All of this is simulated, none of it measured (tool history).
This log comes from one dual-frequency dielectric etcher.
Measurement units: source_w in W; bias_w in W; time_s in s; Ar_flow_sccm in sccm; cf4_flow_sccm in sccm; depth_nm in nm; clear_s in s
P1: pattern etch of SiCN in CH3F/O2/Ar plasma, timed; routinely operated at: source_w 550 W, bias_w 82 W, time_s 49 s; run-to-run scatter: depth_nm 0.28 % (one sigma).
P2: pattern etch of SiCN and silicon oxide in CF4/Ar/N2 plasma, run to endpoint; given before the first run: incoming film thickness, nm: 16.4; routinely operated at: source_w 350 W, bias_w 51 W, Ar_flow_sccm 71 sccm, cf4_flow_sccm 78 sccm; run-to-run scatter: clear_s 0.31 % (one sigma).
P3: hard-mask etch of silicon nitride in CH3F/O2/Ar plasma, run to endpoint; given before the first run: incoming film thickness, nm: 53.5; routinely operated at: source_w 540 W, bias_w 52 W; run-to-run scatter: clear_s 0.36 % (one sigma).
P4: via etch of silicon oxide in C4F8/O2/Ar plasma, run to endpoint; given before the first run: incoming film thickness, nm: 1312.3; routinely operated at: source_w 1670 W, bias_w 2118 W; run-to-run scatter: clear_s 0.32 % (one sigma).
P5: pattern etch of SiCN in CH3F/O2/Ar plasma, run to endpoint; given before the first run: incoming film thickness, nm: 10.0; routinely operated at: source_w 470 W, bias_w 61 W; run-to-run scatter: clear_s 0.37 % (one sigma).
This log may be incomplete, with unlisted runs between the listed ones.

| run | hour | process | source_w | bias_w | time_s | Ar_flow_sccm | cf4_flow_sccm | hours since the last wet clean | hours since the last source power generator calibration | hours since the last bias power generator calibration | depth_nm | clear_s |
|---|---|---|---|---|---|---|---|---|---|---|---|---|
| 1 | 8.8 | P1 | 550 | 82 | 49 |  |  | 304.4 | 1764.6 | 3588.2 | 21.675 |  |
| 2 | 16 | P1 | 330 | 82 | 49 |  |  | 311.6 | 1771.8 | 3595.4 | 18.002 |  |
| 3 | 23.2 | P3 | 710 | 52 |  |  |  | 318.8 | 1779 | 3602.6 |  | 68.229 |
| 4 | 29.7 | P1 | 550 | 57 | 49 |  |  | 325.3 | 1785.5 | 3609.1 | 19.143 |  |
| 5 | 39.1 | P1 | 550 | 82 | 49 |  |  | 334.7 | 1794.9 | 3618.5 | 21.658 |  |
| 6 | 49 | P1 | 550 | 82 | 62 |  |  | 344.6 | 1804.8 | 3628.4 | 27.501 |  |
| 7 | 59.5 | P3 | 540 | 52 |  |  |  | 355.1 | 1815.3 | 3638.9 |  | 76.029 |
| 8 | 69.2 | P1 | 550 | 82 | 28 |  |  | 364.8 | 1825 | 3648.6 | 12.382 |  |
| 9 | 74.9 | P2 | 350 | 51 |  | 71 | 78 | 370.5 | 1830.7 | 3654.3 |  | 25.507 |
| 10 | 83.6 | P2 | 350 | 51 |  | 49 | 78 | 379.2 | 1839.4 | 3663 |  | 24.418 |
| 11 | 88.3 | P2 | 350 | 62 |  | 71 | 78 | 383.9 | 1844.1 | 3667.7 |  | 24.254 |
| 12 | 96.8 | P4 | 1150 | 2118 |  |  |  | 392.4 | 1852.6 | 3676.2 |  | 320.37 |
| 13 | 106.4 | P5 | 470 | 61 |  |  |  | 402 | 1862.2 | 3685.8 |  | 26.763 |
| 14 | 114.6 | P5 | 470 | 61 |  |  |  | 410.2 | 1870.4 | 3694 |  | 26.956 |
| 15 | 121.6 | P1 | 550 | 82 | 49 |  |  | 417.2 | 1877.4 | 3701 | 21.68 |  |
| 16 | 129.5 | P1 | 700 | 54 | 49 |  |  | 425.1 | 1885.3 | 3708.9 | 20.606 |  |
| 17 | 136.7 | P2 | 350 | 51 |  | 71 | 95 | 432.3 | 1892.5 | 3716.1 |  | 24.868 |
| 18 | 143.8 | P5 | 470 | 86 |  |  |  | 439.4 | 1899.6 | 3723.2 |  | 23.764 |
| 19 | 151.8 | P4 | 1670 | 2958 |  |  |  | 447.4 | 1907.6 | 3731.2 |  | 249.71 |
| 20 | 158.7 | P4 | 1670 | 2118 |  |  |  | 454.3 | 1914.5 | 3738.1 |  | 274.61 |
| 21 | 163.5 | P4 | 1670 | 2118 |  |  |  | 459.1 | 1919.3 | 3742.9 |  | 275.11 |
| 22 | 172.6 | P1 | 550 | 101 | 49 |  |  | 468.2 | 1928.4 | 3752 | 23.336 |  |
|  | 174 | bias power generator calibrated |
| 23 | 178.3 | P1 | 550 | 82 | 49 |  |  | 473.9 | 1934.1 | 4.4 | 21.613 |  |
| 24 | 187.7 | P3 | 540 | 71 |  |  |  | 483.3 | 1943.5 | 13.8 |  | 68.466 |
| 25 | 198.4 | P1 | 550 | 82 | 49 |  |  | 494 | 1954.2 | 24.5 | 21.648 |  |
|  | 199.2 | source power generator calibrated |
| 26 | 205.9 | P2 | 200 | 51 |  | 71 | 78 | 501.5 | 6.7 | 32 |  | 42.064 |
| 27 | 215.5 | P1 | 730 | 82 | 49 |  |  | 511.1 | 16.3 | 41.6 | 24.103 |  |
| 28 | 223.2 | P5 | 310 | 61 |  |  |  | 518.8 | 24 | 49.3 |  | 31.491 |
| 29 | 233.8 | P1 | 550 | 82 | 49 |  |  | 529.4 | 34.6 | 59.9 | 21.71 |  |
| 30 | 244.5 | P1 | 550 | 82 | 49 |  |  | 540.1 | 45.3 | 70.6 | 21.63 |  |
| 31 | 250.1 | P1 | 550 | 82 | 49 |  |  | 545.7 | 50.9 | 76.2 | 21.668 |  |
| 32 | 258.5 | P1 | 550 | 82 | 49 |  |  | 554.1 | 59.3 | 84.6 | 21.868 |  |
| 33 | 269.3 | P1 | 550 | 82 | 49 |  |  | 564.9 | 70.1 | 95.4 | 22.059 |  |
| 34 | 274.2 | P1 | 550 | 82 | 49 |  |  | 569.8 | 75 | 100.3 | 22.021 |  |
| 35 | 281.6 | P1 | 550 | 82 | 49 |  |  | 577.2 | 82.4 | 107.7 | 22.044 |  |
|  | 288 | wet clean of the chamber |
| 36 | 291.9 | P1 | 550 | 82 | 49 |  |  | 4 | 92.7 | 118 | 21.95 |  |
| 37 | 299 | P1 | 550 | 82 | 49 |  |  | 11.1 | 99.8 | 125.1 | 21.902 |  |
| 38 | 308.5 | P1 | 550 | 82 | 49 |  |  | 20.6 | 109.3 | 134.6 | 22.022 |  |

What P1 gives has crept away from where it was. These 2 causes fit the log equally well, each at the size given:
A: bias power that arrives over what is set, % = 4.21
B: source power that arrives over what is set, % = 3.99
The gradual shift began around hour 244.5.
Every other cause this tool's parts could produce, and why it does not fit the log:
chamber walls in a state that raises the etch rate, %: maintenance at hour 288, after the shift began, did not return the process to its former output

Listed below are the offered check runs, one wafer per run, with question marks in place of results. For which of them would the causes give clearly different outcomes?
| check 1 | 318 | P3 | 660 | 68 |  |  |  |  |  |  |  | ? |
| check 2 | 318 | P2 | 350 | 60 |  | 60 | 78 |  |  |  |  | ? |
| check 3 | 318 | P5 | 340 | 71 |  |  |  |  |  |  |  | ? |
| check 4 | 318 | P4 | 1180 | 2599 |  |  |  |  |  |  |  | ? |

What each check would give under each cause:
| check | result | if A | if B |
|---|---|---|---|
| check 1 | clear_s | 63.586 | 63.481 |
| check 2 | clear_s | 23.549 | 23.026 |
| check 3 | clear_s | 28.367 | 28.37 |
| check 4 | clear_s | 293.08 | 292.42 |
Smallest distance between any two causes, each pair judged by its most separating result, in per cent: check 1 0.17 %; check 2 2.24 %; check 3 0.01 %; check 4 0.23 %
Check 2 is the one run that separates the causes; every other check would come out nearly the same whichever cause is at work.

After running check 2, the following was obtained: clear_s 23.516 s. Which cause does this point to?

The cause is A: bias power that arrives over what is set, %.

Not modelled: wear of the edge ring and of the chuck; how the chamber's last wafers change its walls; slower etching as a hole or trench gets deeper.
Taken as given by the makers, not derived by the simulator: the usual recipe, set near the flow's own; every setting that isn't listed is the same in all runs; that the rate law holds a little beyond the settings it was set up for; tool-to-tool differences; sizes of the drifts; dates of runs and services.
